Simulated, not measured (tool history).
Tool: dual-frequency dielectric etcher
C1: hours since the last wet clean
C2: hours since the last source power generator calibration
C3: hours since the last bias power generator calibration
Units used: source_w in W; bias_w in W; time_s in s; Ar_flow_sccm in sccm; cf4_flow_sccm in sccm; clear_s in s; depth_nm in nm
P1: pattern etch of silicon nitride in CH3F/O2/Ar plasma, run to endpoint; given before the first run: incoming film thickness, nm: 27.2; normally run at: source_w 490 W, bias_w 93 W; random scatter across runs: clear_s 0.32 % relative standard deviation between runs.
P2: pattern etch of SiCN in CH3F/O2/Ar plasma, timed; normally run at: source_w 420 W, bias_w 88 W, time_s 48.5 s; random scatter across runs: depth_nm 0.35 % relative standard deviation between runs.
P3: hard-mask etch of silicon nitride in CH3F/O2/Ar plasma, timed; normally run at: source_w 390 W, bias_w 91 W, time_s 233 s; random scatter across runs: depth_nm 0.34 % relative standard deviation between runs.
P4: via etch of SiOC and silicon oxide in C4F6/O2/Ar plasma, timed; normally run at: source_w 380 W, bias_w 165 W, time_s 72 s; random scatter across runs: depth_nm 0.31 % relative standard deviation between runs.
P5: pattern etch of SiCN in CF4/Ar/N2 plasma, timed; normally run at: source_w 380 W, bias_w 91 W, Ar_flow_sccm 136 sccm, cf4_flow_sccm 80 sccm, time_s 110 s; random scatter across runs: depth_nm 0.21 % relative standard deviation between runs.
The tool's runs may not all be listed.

{"run": 1, "hour": 7.6, "process": "P1", "source_w": 490, "bias_w": 93, "C1": 206.3, "C2": 839.4, "C3": 2353.5, "clear_s": 33.265}
{"run": 2, "hour": 13.3, "process": "P2", "source_w": 420, "bias_w": 88, "time_s": 48.5, "C1": 212, "C2": 845.1, "C3": 2359.2, "depth_nm": 19.532}
{"run": 3, "hour": 17.1, "process": "P1", "source_w": 400, "bias_w": 93, "C1": 215.8, "C2": 848.9, "C3": 2363, "clear_s": 36.003}
{"run": 4, "hour": 24.3, "process": "P5", "source_w": 250, "bias_w": 91, "time_s": 110, "Ar_flow_sccm": 136, "cf4_flow_sccm": 80, "C1": 223, "C2": 856.1, "C3": 2370.2, "depth_nm": 62.698}
{"run": 5, "hour": 31.4, "process": "P3", "source_w": 390, "bias_w": 70, "time_s": 233, "C1": 230.1, "C2": 863.2, "C3": 2377.3, "depth_nm": 165.16}
{"run": 6, "hour": 35.7, "process": "P2", "source_w": 420, "bias_w": 123, "time_s": 48.5, "C1": 234.4, "C2": 867.5, "C3": 2381.6, "depth_nm": 21.979}
{"run": 7, "hour": 43.3, "process": "P5", "source_w": 380, "bias_w": 91, "time_s": 110, "Ar_flow_sccm": 136, "cf4_flow_sccm": 80, "C1": 242, "C2": 875.1, "C3": 2389.2, "depth_nm": 90.164}
{"hour": 48.9, "done": "bias power generator calibrated"}
{"run": 8, "hour": 49.0, "process": "P5", "source_w": 380, "bias_w": 91, "time_s": 110, "Ar_flow_sccm": 136, "cf4_flow_sccm": 53, "C1": 247.7, "C2": 880.8, "C3": 0.2, "depth_nm": 85.037}
{"run": 9, "hour": 57.3, "process": "P4", "source_w": 380, "bias_w": 99, "time_s": 72, "C1": 256, "C2": 889.1, "C3": 8.5, "depth_nm": 67.808}
{"run": 10, "hour": 62.9, "process": "P1", "source_w": 490, "bias_w": 128, "C1": 261.6, "C2": 894.7, "C3": 14.1, "clear_s": 29.598}
{"run": 11, "hour": 68.8, "process": "P4", "source_w": 380, "bias_w": 165, "time_s": 72, "C1": 267.5, "C2": 900.6, "C3": 20, "depth_nm": 79.453}
{"run": 12, "hour": 75.7, "process": "P1", "source_w": 490, "bias_w": 93, "C1": 274.4, "C2": 907.5, "C3": 26.9, "clear_s": 33.386}
{"run": 13, "hour": 79.8, "process": "P2", "source_w": 540, "bias_w": 88, "time_s": 48.5, "C1": 278.5, "C2": 911.6, "C3": 31, "depth_nm": 21.414}
{"run": 14, "hour": 86.8, "process": "P2", "source_w": 420, "bias_w": 88, "time_s": 26.5, "C1": 285.5, "C2": 918.6, "C3": 38, "depth_nm": 10.604}
{"run": 15, "hour": 94.5, "process": "P1", "source_w": 490, "bias_w": 93, "C1": 293.2, "C2": 926.3, "C3": 45.7, "clear_s": 33.408}
{"run": 16, "hour": 102.7, "process": "P1", "source_w": 490, "bias_w": 93, "C1": 301.4, "C2": 934.5, "C3": 53.9, "clear_s": 33.192}
{"run": 17, "hour": 108.0, "process": "P3", "source_w": 390, "bias_w": 91, "time_s": 233, "C1": 306.7, "C2": 939.8, "C3": 59.2, "depth_nm": 179.69}
{"run": 18, "hour": 113.7, "process": "P3", "source_w": 490, "bias_w": 91, "time_s": 233, "C1": 312.4, "C2": 945.5, "C3": 64.9, "depth_nm": 197.64}
{"run": 19, "hour": 118.5, "process": "P4", "source_w": 380, "bias_w": 165, "time_s": 72, "C1": 317.2, "C2": 950.3, "C3": 69.7, "depth_nm": 79.087}
{"run": 20, "hour": 126.8, "process": "P5", "source_w": 380, "bias_w": 91, "time_s": 60.5, "Ar_flow_sccm": 136, "cf4_flow_sccm": 80, "C1": 325.5, "C2": 958.6, "C3": 78, "depth_nm": 49.576}
{"run": 21, "hour": 131.4, "process": "P4", "source_w": 510, "bias_w": 165, "time_s": 72, "C1": 330.1, "C2": 963.2, "C3": 82.6, "depth_nm": 88.923}
{"run": 22, "hour": 139.1, "process": "P1", "source_w": 490, "bias_w": 93, "C1": 337.8, "C2": 970.9, "C3": 90.3, "clear_s": 33.407}
{"run": 23, "hour": 143.7, "process": "P5", "source_w": 380, "bias_w": 91, "time_s": 110, "Ar_flow_sccm": 106, "cf4_flow_sccm": 80, "C1": 342.4, "C2": 975.5, "C3": 94.9, "depth_nm": 93.112}
{"run": 24, "hour": 151.3, "process": "P3", "source_w": 390, "bias_w": 91, "time_s": 160.5, "C1": 350, "C2": 983.1, "C3": 102.5, "depth_nm": 123.92}
{"run": 25, "hour": 155.9, "process": "P5", "source_w": 380, "bias_w": 66, "time_s": 110, "Ar_flow_sccm": 136, "cf4_flow_sccm": 80, "C1": 354.6, "C2": 987.7, "C3": 107.1, "depth_nm": 80.18}
{"run": 26, "hour": 160.1, "process": "P1", "source_w": 490, "bias_w": 93, "C1": 358.8, "C2": 991.9, "C3": 111.3, "clear_s": 33.43}
{"run": 27, "hour": 164.4, "process": "P1", "source_w": 600, "bias_w": 130, "C1": 363.1, "C2": 996.2, "C3": 115.6, "clear_s": 27.283}
{"run": 28, "hour": 169.2, "process": "P1", "source_w": 490, "bias_w": 59, "C1": 367.9, "C2": 1001, "C3": 120.4, "clear_s": 38.85}
{"run": 29, "hour": 174.7, "process": "P4", "source_w": 380, "bias_w": 165, "time_s": 101, "C1": 373.4, "C2": 1006.5, "C3": 125.9, "depth_nm": 111.14}
{"run": 30, "hour": 179.0, "process": "P1", "source_w": 640, "bias_w": 93, "C1": 377.7, "C2": 1010.8, "C3": 130.2, "clear_s": 30.148}
{"run": 31, "hour": 183.7, "process": "P1", "source_w": 490, "bias_w": 93, "C1": 382.4, "C2": 1015.5, "C3": 134.9, "clear_s": 33.485}
{"run": 32, "hour": 187.4, "process": "P1", "source_w": 490, "bias_w": 93, "C1": 386.1, "C2": 1019.2, "C3": 138.6, "clear_s": 33.221}
{"run": 33, "hour": 191.8, "process": "P1", "source_w": 490, "bias_w": 93, "C1": 390.5, "C2": 1023.6, "C3": 143, "clear_s": 33.498}
{"run": 34, "hour": 199.9, "process": "P1", "source_w": 490, "bias_w": 93, "C1": 398.6, "C2": 1031.7, "C3": 151.1, "clear_s": 33.474}
{"run": 35, "hour": 206.3, "process": "P1", "source_w": 490, "bias_w": 93, "C1": 405, "C2": 1038.1, "C3": 157.5, "clear_s": 33.71}
{"run": 36, "hour": 212.9, "process": "P1", "source_w": 490, "bias_w": 93, "C1": 411.6, "C2": 1044.7, "C3": 164.1, "clear_s": 33.737}
{"run": 37, "hour": 221.1, "process": "P1", "source_w": 490, "bias_w": 93, "C1": 419.8, "C2": 1052.9, "C3": 172.3, "clear_s": 33.89}
{"hour": 226.3, "done": "wet clean of the chamber"}
{"run": 38, "hour": 228.1, "process": "P1", "source_w": 490, "bias_w": 93, "C1": 1.8, "C2": 1059.9, "C3": 179.3, "clear_s": 33.845}
{"run": 39, "hour": 236.2, "process": "P1", "source_w": 490, "bias_w": 93, "C1": 9.9, "C2": 1068, "C3": 187.4, "clear_s": 33.982}
{"run": 40, "hour": 241.0, "process": "P1", "source_w": 490, "bias_w": 93, "C1": 14.7, "C2": 1072.8, "C3": 192.2, "clear_s": 33.755}
{"run": 41, "hour": 249.3, "process": "P1", "source_w": 490, "bias_w": 93, "C1": 23, "C2": 1081.1, "C3": 200.5, "clear_s": 33.95}
{"run": 42, "hour": 256.2, "process": "P1", "source_w": 490, "bias_w": 93, "C1": 29.9, "C2": 1088, "C3": 207.4, "clear_s": 33.824}

P1 no longer gives what it gave before; its output has crept away from where it was. The following 2 causes, each at its listed size, fit the log equally well:
A: bias power that arrives under what is set, % = 4.41
B: source power that arrives under what is set, % = 4.18
Onset of the creep was near hour 187.4.
The rest of the possible causes, and what rules out each one:
chamber walls in a state that lowers the etch rate, %: work on it at hour 226.3, done after the drift set in, did not restore what the process gave before

Question marks stand in for the results of the 4 check runs listed below, each run on one wafer. Under which run would the listed causes show clearly different results?
{"run": "check 1", "hour": 263.1, "process": "P2", "source_w": 420, "bias_w": 88, "time_s": 48.5, "depth_nm": "?"}
{"run": "check 2", "hour": 263.1, "process": "P3", "source_w": 390, "bias_w": 91, "time_s": 233, "depth_nm": "?"}
{"run": "check 3", "hour": 263.1, "process": "P5", "source_w": 380, "bias_w": 91, "time_s": 110, "Ar_flow_sccm": 136, "cf4_flow_sccm": 80, "depth_nm": "?"}
{"run": "check 4", "hour": 263.1, "process": "P4", "source_w": 380, "bias_w": 165, "time_s": 72, "depth_nm": "?"}

What every check run would give for each of its results, assuming each possible cause in turn:
check=check_1 result=depth_nm if_A=19.18 if_B=19.191
check=check_2 result=depth_nm if_A=177.66 if_B=177.71
check=check_3 result=depth_nm if_A=88.646 if_B=86.873
check=check_4 result=depth_nm if_A=78.256 if_B=78.072
Gap, in per cent, between the two causes that each check separates least, read from the result that separates them most: check 1 0.06 %; check 2 0.03 %; check 3 2.02 %; check 4 0.24 %
Check 3 is the one run that separates the causes; every other check would come out nearly the same whichever cause is at work.

With check 3 done, the readings were: depth_nm 86.663 nm. Identify which of the listed causes applies.

The cause is B: source power that arrives under what is set, %.

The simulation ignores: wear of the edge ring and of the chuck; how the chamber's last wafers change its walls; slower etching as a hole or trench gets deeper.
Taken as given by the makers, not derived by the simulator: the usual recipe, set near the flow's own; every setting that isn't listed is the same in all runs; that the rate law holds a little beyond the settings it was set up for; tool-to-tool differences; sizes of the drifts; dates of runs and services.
